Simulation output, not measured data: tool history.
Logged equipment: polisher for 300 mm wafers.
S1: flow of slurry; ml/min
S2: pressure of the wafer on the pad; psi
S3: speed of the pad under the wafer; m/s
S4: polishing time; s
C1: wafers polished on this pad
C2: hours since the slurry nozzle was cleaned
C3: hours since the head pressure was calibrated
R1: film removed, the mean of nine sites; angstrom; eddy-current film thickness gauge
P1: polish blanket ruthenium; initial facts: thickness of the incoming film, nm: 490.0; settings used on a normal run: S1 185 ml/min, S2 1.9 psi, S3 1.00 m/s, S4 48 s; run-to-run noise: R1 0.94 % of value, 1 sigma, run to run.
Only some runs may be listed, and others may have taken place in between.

run    day   S1   S2    S3  S4    C1     C2     C3       R1
  1  0.300  185  1.9  1.00  48   474  129.1  790.4   451.48
  2  0.571  185  1.9  0.46  72   567  135.6  796.9   317.05
  3  0.842  185  1.9  1.00  48   660  142.1  803.4   459.56
  4  1.067  185  2.8  1.54  48   737  147.5  808.8  1040.00
  5  1.250  185  1.9  1.00  31   800  151.9  813.2   289.22
  6  1.508  185  1.1  1.00  48   889  158.1  819.4   264.42
  7  1.817  185  1.9  1.00  76   995  165.5  826.8   724.33
  8  1.979  185  1.9  1.00  48  1051  169.4  830.7   456.19
  9  2.138  185  1.9  1.00  48  1105  173.2  834.5   463.39
 10  2.358  110  1.9  1.00  48  1181  178.5  839.8   419.16
 11  2.579  185  1.9  1.00  48  1257  183.8  845.1   459.19
 12  2.858  185  2.5  1.00  24  1353  190.5  851.8   300.87
 13  3.133  240  1.9  1.00  48  1447  197.1  858.4   480.00
 14  3.321  185  1.9  0.70  48  1512  201.6  862.9   323.40
 15  3.479  185  2.9  1.00  48  1566  205.4  866.7   703.73
 16  3.683  185  1.9  1.48  48  1636  210.3  871.6   676.11
 17  3.867  185  1.9  1.00  48  1699  214.7  876.0   468.60
 18  4.179  185  1.9  1.00  48  1807  222.2  883.5   443.77
 19  4.342  185  1.9  1.00  48  1863  226.1  887.4   442.05
 20  4.696  185  1.9  1.00  48  1984  234.6  895.9   437.08
     4.896  -- head pressure recalibrated
 21  4.938  185  1.9  1.00  48  2067  240.4    1.1   439.80
 22  5.154  185  1.9  1.00  48  2142  245.6    6.3   433.85
 23  5.450  185  1.9  1.00  48  2243  252.7   13.4   442.11
 24  5.725  185  1.9  1.00  48  2338  259.3   20.0   434.47

What P1 gives has crept off from where it sat before. The 2 causes that follow fit the log equally well, each at the size noted:
A: removal rate lost through wear of the pad, % = 4.96
B: slurry flow missing at the pad, % = 26.7
The onset of the drift is placed at about day 3.867.
Every other cause this tool's parts could produce, and why it does not fit the log:
head's pressure below its setpoint, %: serviced at day 4.896, after the change had begun; the process did not return to its earlier output

Below are 4 check runs, each averaged over 5 wafers, with their results shown as question marks. Which of them would give clearly different results depending on which cause is behind the drift?
check 1  6.000  185  2.5  1.00  48               ?
check 2  6.000  185  1.2  1.00  48               ?
check 3  6.000  185  2.6  1.48  48               ?
check 4  6.000  110  1.9  1.00  48               ?

What each check would give under each cause:
  check  result    if A    if B
check 1      R1  574.20  574.12
check 2      R1  275.61  275.58
check 3      R1  883.80  883.69
check 4      R1  397.04  385.07
Smallest distance between any two causes, each pair judged by its most separating result, in per cent: check 1 0.01 %; check 2 0.01 %; check 3 0.01 %; check 4 3.06 %
The other checks would show nearly matching results whichever cause is true, so check 4 is the only one that separates the causes.

With check 4 done, the readings were: R1 395.48 angstrom. Identify which of the listed causes applies.

The correct cause is A, namely: removal rate lost through wear of the pad, %.
